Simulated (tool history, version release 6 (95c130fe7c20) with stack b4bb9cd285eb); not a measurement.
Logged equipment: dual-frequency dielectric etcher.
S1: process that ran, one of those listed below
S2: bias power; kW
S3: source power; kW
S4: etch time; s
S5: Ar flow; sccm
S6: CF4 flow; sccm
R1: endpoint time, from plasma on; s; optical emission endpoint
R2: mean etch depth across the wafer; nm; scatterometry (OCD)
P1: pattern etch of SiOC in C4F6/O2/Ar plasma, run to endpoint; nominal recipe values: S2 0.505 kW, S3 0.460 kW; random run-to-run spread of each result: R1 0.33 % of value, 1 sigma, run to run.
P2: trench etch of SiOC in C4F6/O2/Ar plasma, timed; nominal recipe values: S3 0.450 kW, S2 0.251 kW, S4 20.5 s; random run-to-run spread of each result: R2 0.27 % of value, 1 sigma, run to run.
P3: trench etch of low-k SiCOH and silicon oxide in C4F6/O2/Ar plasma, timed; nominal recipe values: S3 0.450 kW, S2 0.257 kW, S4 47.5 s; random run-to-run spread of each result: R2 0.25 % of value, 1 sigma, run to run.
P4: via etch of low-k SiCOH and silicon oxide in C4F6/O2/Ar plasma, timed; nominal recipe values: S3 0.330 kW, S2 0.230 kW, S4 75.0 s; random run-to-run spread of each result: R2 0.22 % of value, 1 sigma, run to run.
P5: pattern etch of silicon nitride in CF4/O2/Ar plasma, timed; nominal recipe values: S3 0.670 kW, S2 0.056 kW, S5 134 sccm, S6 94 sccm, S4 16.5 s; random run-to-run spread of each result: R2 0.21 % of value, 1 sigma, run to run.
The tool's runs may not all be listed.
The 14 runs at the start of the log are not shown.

run   hour  S1     S2     S3    S4   S5   S6      R1       R2
 15  168.9  P4  0.230  0.330  75.0                    213.870
 16  177.8  P5  0.056  0.670  16.5  134  129           42.526
 17  192.5  P1  0.505  0.460                  15.169
 18  204.7  P1  0.596  0.350                  15.748
 19  218.6  P3  0.257  0.450  26.0                     95.150
 20  226.2  P1  0.620  0.600                  12.697
 21  236.9  P1  0.505  0.460                  15.155
 22  249.8  P1  0.296  0.460                  18.371
 23  264.0  P2  0.251  0.450  30.0                     74.712

Run 24 comes next. What will it give?
 24  278.8  P1  0.505  0.280               ?

Logged for run 24: R1 18.226 s.
